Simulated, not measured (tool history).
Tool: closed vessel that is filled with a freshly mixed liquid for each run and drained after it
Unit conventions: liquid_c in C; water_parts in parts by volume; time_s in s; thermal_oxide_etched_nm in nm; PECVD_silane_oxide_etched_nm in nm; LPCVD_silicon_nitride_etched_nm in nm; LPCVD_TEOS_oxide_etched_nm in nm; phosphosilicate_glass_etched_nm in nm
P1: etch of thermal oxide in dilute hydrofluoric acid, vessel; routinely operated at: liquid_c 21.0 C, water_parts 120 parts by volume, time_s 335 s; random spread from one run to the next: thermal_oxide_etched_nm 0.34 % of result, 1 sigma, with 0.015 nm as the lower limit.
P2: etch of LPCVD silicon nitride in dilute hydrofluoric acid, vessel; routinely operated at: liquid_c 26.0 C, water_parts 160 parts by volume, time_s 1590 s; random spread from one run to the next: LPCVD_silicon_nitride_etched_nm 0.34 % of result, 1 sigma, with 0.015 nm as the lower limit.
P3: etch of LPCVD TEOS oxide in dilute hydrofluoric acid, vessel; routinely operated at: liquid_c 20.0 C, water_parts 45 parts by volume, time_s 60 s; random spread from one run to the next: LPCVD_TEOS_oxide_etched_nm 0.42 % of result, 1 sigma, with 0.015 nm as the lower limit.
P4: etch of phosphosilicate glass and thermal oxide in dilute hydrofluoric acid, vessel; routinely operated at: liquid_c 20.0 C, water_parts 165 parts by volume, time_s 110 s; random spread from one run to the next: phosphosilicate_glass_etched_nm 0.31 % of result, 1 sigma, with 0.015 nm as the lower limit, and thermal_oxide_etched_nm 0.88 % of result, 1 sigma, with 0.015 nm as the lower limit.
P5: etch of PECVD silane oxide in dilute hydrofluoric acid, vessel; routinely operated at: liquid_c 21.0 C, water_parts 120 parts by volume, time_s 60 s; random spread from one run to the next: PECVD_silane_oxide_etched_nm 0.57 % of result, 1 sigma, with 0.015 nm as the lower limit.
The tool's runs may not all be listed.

run	hour	process	liquid_c	water_parts	time_s	hours since the thermometer was replaced	hours since the hydrofluoric acid flow meter was replaced	thermal_oxide_etched_nm	PECVD_silane_oxide_etched_nm	LPCVD_silicon_nitride_etched_nm	LPCVD_TEOS_oxide_etched_nm	phosphosilicate_glass_etched_nm
1	8.6	P1	21.0	120	335	765.8	338.9	11.19900				
2	16.6	P5	21.0	25	60	773.8	346.9		79.297			
3	25.3	P2	26.0	160	1590	782.5	355.6			5.8923		
4	35.9	P2	20.0	160	1590	793.1	366.2			3.9893		
5	48.8	P3	27.0	45	60	806.0	379.1				89.132	
6	56.5	P3	20.0	25	60	813.7	386.8				123.860	
7	63.9	P3	20.0	45	60	821.1	394.2				66.800	
8	73.2	P1	21.0	120	335	830.4	403.5	11.14500				
9	83.2	P2	26.0	255	1590	840.4	413.5			3.6885		
10	93.4	P1	21.0	120	335	850.6	423.7	11.15800				
11	99.8	P5	21.0	120	60	857.0	430.1		14.821			
12	110.3	P1	21.0	120	335	867.5	440.6	11.15700				
13	118.7	P4	20.0	165	110	875.9	449.0	2.66970				49.521
14	132.2	P1	17.0	120	335	889.4	462.5	9.39720				
15	142.0	P1	21.0	120	100	899.2	472.3	3.30380				
16	152.1	P1	21.0	120	670	909.3	482.4	22.38100				
17	158.4	P1	21.0	55	335	915.6	488.7	26.10000				
18	169.2	P3	20.0	45	30	926.4	499.5				33.576	
19	175.5	P2	26.0	160	900	932.7	505.8			3.3468		
20	184.8	P1	25.5	120	335	942.0	515.1	13.32000				
21	191.8	P4	20.0	30	110	949.0	522.1	16.66100				316.030
22	203.2	P5	21.0	120	120	960.4	533.5		29.518			
23	212.9	P5	27.5	120	60	970.1	543.2		18.880			
24	225.8	P4	17.0	165	110	983.0	556.1	2.33350				43.780
25	236.5	P4	20.0	165	180	993.7	566.8	4.26100				80.794
26	249.9	P1	21.0	205	35	1007.1	580.2	0.66114				
27	259.8	P1	21.0	205	335	1017.0	590.1	5.97190				
28	269.3	P4	20.0	165	110	1026.5	599.6	2.62600				49.422
29	278.2	P5	21.0	120	60	1035.4	608.5		14.726			
30	288.2	P1	21.0	120	335	1045.4	618.5	11.08900				
31	298.8	P1	21.0	120	335	1056.0	629.1	10.68400				
32	309.2	P1	21.0	120	335	1066.4	639.5	10.52100				
33	317.3	P1	21.0	120	335	1074.5	647.6	10.40200				
34	325.6	P1	21.0	120	335	1082.8	655.9	10.27000				
35	336.1	P1	21.0	120	335	1093.3	666.4	10.26100				
36	349.7	P1	21.0	120	335	1106.9	680.0	10.13400				
37	362.3	P1	21.0	120	335	1119.5	692.6	10.17900				
38	370.4	P1	21.0	120	335	1127.6	700.7	10.20700				

What P1 gives has crept away from where it was. These 2 causes fit the log equally well, each at the size given:
A: hydrofluoric acid flow below the setpoint (%) = 7.77
B: liquid colder than its thermometer reads (K) = 2.27
At approximately hour 288.2, the process output began to creep.

Listed below are the offered check runs, one wafer per run, with question marks in place of results. For which of them would the causes give clearly different outcomes?
check 1	378.5	P2	26.0	220	975					?		
check 2	378.5	P4	17.0	165	110			?				?
check 3	378.5	P5	24.5	120	60				?			
check 4	378.5	P3	27.0	45	60						?	

Predicted outcomes, by check and by cause:
check	result	if A	if B
check 1	LPCVD_silicon_nitride_etched_nm	2.4259	2.2837
check 2	thermal_oxide_etched_nm	2.12240	2.12380
check 2	phosphosilicate_glass_etched_nm	39.932	39.959
check 3	PECVD_silane_oxide_etched_nm	15.388	15.447
check 4	LPCVD_TEOS_oxide_etched_nm	82.248	81.744
How far apart the two closest causes lie, in the result that separates them most: check 1 6.04 %; check 2 0.07 %; check 3 0.38 %; check 4 0.61 %
Check 1 distinguishes between the causes, while the remaining checks would return nearly the same result for all of them.

Check 1 was carried out, with these results: LPCVD_silicon_nitride_etched_nm 2.4371 nm. Which of the listed causes is responsible?

Of the candidate causes, it is A: hydrofluoric acid flow below the setpoint (%).

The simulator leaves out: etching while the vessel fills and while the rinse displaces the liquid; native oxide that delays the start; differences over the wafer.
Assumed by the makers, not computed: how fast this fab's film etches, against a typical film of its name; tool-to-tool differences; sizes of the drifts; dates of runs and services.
